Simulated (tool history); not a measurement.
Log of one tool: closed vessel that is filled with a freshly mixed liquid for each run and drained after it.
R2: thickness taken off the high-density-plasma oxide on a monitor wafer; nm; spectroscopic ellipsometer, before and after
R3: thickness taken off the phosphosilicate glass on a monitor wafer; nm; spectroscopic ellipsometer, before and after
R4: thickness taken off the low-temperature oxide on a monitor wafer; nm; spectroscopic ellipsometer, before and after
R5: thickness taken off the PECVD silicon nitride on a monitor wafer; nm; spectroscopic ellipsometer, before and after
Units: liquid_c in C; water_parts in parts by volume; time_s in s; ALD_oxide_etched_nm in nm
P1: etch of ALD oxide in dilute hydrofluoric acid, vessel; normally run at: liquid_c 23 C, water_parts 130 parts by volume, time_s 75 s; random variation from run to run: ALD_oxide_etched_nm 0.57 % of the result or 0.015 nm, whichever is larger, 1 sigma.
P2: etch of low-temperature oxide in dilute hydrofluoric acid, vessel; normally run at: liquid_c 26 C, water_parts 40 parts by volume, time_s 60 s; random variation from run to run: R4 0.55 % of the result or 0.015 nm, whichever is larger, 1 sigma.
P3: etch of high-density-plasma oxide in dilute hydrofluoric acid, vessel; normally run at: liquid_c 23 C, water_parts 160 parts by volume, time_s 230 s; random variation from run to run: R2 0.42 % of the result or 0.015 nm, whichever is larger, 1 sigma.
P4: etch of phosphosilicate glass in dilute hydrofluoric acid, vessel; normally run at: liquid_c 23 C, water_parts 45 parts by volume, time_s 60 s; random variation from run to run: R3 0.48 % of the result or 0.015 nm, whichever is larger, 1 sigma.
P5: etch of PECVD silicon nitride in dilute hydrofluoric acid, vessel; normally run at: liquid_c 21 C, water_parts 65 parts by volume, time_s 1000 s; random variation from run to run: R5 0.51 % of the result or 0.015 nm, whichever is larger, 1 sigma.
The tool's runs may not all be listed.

Run 1, day 0.371: process P1, liquid_c 23 C, water_parts 130 parts by volume, time_s 75 s. Result: ALD_oxide_etched_nm 16.396 nm.
Run 2, day 0.612: process P1, liquid_c 23 C, water_parts 130 parts by volume, time_s 125 s. Result: ALD_oxide_etched_nm 27.524 nm.
Run 3, day 0.833: process P3, liquid_c 23 C, water_parts 35 parts by volume, time_s 230 s. Result: R2 76.185 nm.
Run 4, day 1.104: process P1, liquid_c 23 C, water_parts 130 parts by volume, time_s 75 s. Result: ALD_oxide_etched_nm 16.228 nm.
Run 5, day 1.517: process P4, liquid_c 23 C, water_parts 45 parts by volume, time_s 110 s. Result: R3 189.18 nm.
Run 6, day 2: process P2, liquid_c 26 C, water_parts 40 parts by volume, time_s 60 s. Result: R4 61.921 nm.
Run 7, day 2.3: process P5, liquid_c 21 C, water_parts 20 parts by volume, time_s 1000 s. Result: R5 65.303 nm.
Run 8, day 2.558: process P1, liquid_c 23 C, water_parts 130 parts by volume, time_s 75 s. Result: ALD_oxide_etched_nm 16.352 nm.
Run 9, day 2.958: process P1, liquid_c 17 C, water_parts 130 parts by volume, time_s 75 s. Result: ALD_oxide_etched_nm 12.841 nm.
Run 10, day 3.246: process P3, liquid_c 23 C, water_parts 160 parts by volume, time_s 230 s. Result: R2 14.364 nm.
Run 11, day 3.508: process P3, liquid_c 23 C, water_parts 160 parts by volume, time_s 375 s. Result: R2 23.49 nm.
Run 12, day 4.017: process P3, liquid_c 23 C, water_parts 160 parts by volume, time_s 230 s. Result: R2 14.336 nm.
Run 13, day 4.346: process P2, liquid_c 21 C, water_parts 40 parts by volume, time_s 60 s. Result: R4 50.053 nm.
Run 14, day 4.588: process P5, liquid_c 21 C, water_parts 65 parts by volume, time_s 180 s. Result: R5 3.8005 nm.
Run 15, day 5.079: process P4, liquid_c 17 C, water_parts 45 parts by volume, time_s 60 s. Result: R3 80.72 nm.
Run 16, day 5.338: process P2, liquid_c 26 C, water_parts 75 parts by volume, time_s 60 s. Result: R4 31.488 nm.
Run 17, day 5.596: process P3, liquid_c 31 C, water_parts 160 parts by volume, time_s 230 s. Result: R2 19.378 nm.
Run 18, day 5.942: process P2, liquid_c 26 C, water_parts 40 parts by volume, time_s 60 s. Result: R4 62.221 nm.
Run 19, day 6.233: process P1, liquid_c 28 C, water_parts 130 parts by volume, time_s 75 s. Result: ALD_oxide_etched_nm 19.921 nm.
Run 20, day 6.567: process P1, liquid_c 26.5 C, water_parts 220 parts by volume, time_s 75 s. Result: ALD_oxide_etched_nm 9.9877 nm.
Run 21, day 6.908: process P1, liquid_c 23 C, water_parts 130 parts by volume, time_s 75 s. Result: ALD_oxide_etched_nm 16.51 nm.
Run 22, day 7.258: process P1, liquid_c 23 C, water_parts 130 parts by volume, time_s 30 s. Result: ALD_oxide_etched_nm 6.4868 nm.
Run 23, day 7.629: process P1, liquid_c 23 C, water_parts 55 parts by volume, time_s 75 s. Result: ALD_oxide_etched_nm 42.707 nm.
Run 24, day 7.896: process P2, liquid_c 26 C, water_parts 40 parts by volume, time_s 30 s. Result: R4 30.809 nm.
Run 25, day 8.388: process P1, liquid_c 29.5 C, water_parts 130 parts by volume, time_s 115 s. Result: ALD_oxide_etched_nm 32.497 nm.
Run 26, day 8.783: process P4, liquid_c 23 C, water_parts 45 parts by volume, time_s 60 s. Result: R3 103.73 nm.

Run 27 comes next. What will it give?
Run 27, day 9.225: process P1, liquid_c 23 C, water_parts 215 parts by volume, time_s 75 s. Result: ALD_oxide_etched_nm ?.

Run 27 gave ALD_oxide_etched_nm 9.0425 nm.

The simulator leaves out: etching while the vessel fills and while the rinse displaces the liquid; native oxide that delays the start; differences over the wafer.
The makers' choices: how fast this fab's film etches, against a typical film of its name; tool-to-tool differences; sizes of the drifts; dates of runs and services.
